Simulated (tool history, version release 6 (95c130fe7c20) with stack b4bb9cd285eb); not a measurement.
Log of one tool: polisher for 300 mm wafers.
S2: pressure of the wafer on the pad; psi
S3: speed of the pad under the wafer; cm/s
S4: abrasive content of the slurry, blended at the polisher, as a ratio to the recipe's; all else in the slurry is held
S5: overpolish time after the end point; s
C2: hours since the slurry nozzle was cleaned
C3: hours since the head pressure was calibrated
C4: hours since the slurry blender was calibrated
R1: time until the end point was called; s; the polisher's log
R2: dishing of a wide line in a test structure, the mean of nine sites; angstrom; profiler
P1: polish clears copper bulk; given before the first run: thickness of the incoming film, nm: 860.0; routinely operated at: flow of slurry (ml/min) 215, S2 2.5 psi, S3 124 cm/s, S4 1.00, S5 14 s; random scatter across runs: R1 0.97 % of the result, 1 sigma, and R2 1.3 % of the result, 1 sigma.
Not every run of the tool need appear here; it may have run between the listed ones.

run 1 hour=8.1 | flow_of_slurry_(ml/min)=215 S2=2.5 S3=124 S4=1.00 S5=14 | wafers_polished_on_this_pad=695 C2=64.0 C3=362.1 C4=78.9 | R1=92.335 R2=371.63
run 2 hour=20.5 | flow_of_slurry_(ml/min)=285 S2=2.5 S3=124 S4=1.00 S5=14 | wafers_polished_on_this_pad=785 C2=76.4 C3=374.5 C4=91.3 | R1=88.787 R2=369.78
run 3 hour=30.4 | flow_of_slurry_(ml/min)=215 S2=2.5 S3=186 S4=1.00 S5=14 | wafers_polished_on_this_pad=858 C2=86.3 C3=384.4 C4=101.2 | R1=61.896 R2=405.94
run 4 hour=43.0 | flow_of_slurry_(ml/min)=285 S2=1.7 S3=124 S4=1.00 S5=14 | wafers_polished_on_this_pad=949 C2=98.9 C3=397.0 C4=113.8 | R1=132.480 R2=326.51
run 5 hour=52.0 | flow_of_slurry_(ml/min)=130 S2=2.5 S3=124 S4=1.00 S5=14 | wafers_polished_on_this_pad=1015 C2=107.9 C3=406.0 C4=122.8 | R1=99.930 R2=370.48
run 6 hour=62.1 | flow_of_slurry_(ml/min)=215 S2=2.5 S3=124 S4=1.00 S5=14 | wafers_polished_on_this_pad=1088 C2=118.0 C3=416.1 C4=132.9 | R1=92.584 R2=369.85
run 7 hour=72.6 | flow_of_slurry_(ml/min)=215 S2=2.5 S3=124 S4=1.35 S5=14 | wafers_polished_on_this_pad=1165 C2=128.5 C3=426.6 C4=143.4 | R1=86.564 R2=378.55
run 8 hour=80.4 | flow_of_slurry_(ml/min)=215 S2=2.5 S3=124 S4=0.65 S5=14 | wafers_polished_on_this_pad=1222 C2=136.3 C3=434.4 C4=151.2 | R1=101.200 R2=369.96
run 9 hour=92.1 | flow_of_slurry_(ml/min)=215 S2=2.5 S3=124 S4=1.00 S5=4 | wafers_polished_on_this_pad=1307 C2=148.0 C3=446.1 C4=162.9 | R1=93.519 R2=205.30
run 10 hour=103.4 | flow_of_slurry_(ml/min)=215 S2=3.8 S3=124 S4=1.00 S5=14 | wafers_polished_on_this_pad=1389 C2=159.3 C3=457.4 C4=174.2 | R1=61.087 R2=412.20
run 11 hour=116.0 | flow_of_slurry_(ml/min)=215 S2=2.5 S3=62 S4=1.00 S5=14 | wafers_polished_on_this_pad=1481 C2=171.9 C3=470.0 C4=186.8 | R1=184.910 R2=290.18
run 12 hour=128.7 | flow_of_slurry_(ml/min)=215 S2=3.3 S3=124 S4=1.00 S5=5 | wafers_polished_on_this_pad=1574 C2=184.6 C3=482.7 C4=199.5 | R1=70.256 R2=287.08
run 13 hour=140.3 | flow_of_slurry_(ml/min)=215 S2=2.5 S3=124 S4=1.00 S5=14 | wafers_polished_on_this_pad=1658 C2=196.2 C3=494.3 C4=211.1 | R1=91.397 R2=371.00
run 14 hour=149.6 | flow_of_slurry_(ml/min)=215 S2=2.5 S3=124 S4=1.00 S5=14 | wafers_polished_on_this_pad=1726 C2=205.5 C3=503.6 C4=220.4 | R1=92.880 R2=373.08
run 15 hour=158.4 | flow_of_slurry_(ml/min)=215 S2=1.3 S3=124 S4=1.00 S5=14 | wafers_polished_on_this_pad=1790 C2=214.3 C3=512.4 C4=229.2 | R1=178.400 R2=284.18

Estimate the outcome of run 16 from the log above:
run 16 hour=165.7 | flow_of_slurry_(ml/min)=215 S2=2.5 S3=124 S4=0.60 S5=26 | wafers_polished_on_this_pad=1843 C2=221.6 C3=519.7 C4=236.5 | R1=? R2=?

{"run 16": {"R1": 103.83, "R2": 400.69}}

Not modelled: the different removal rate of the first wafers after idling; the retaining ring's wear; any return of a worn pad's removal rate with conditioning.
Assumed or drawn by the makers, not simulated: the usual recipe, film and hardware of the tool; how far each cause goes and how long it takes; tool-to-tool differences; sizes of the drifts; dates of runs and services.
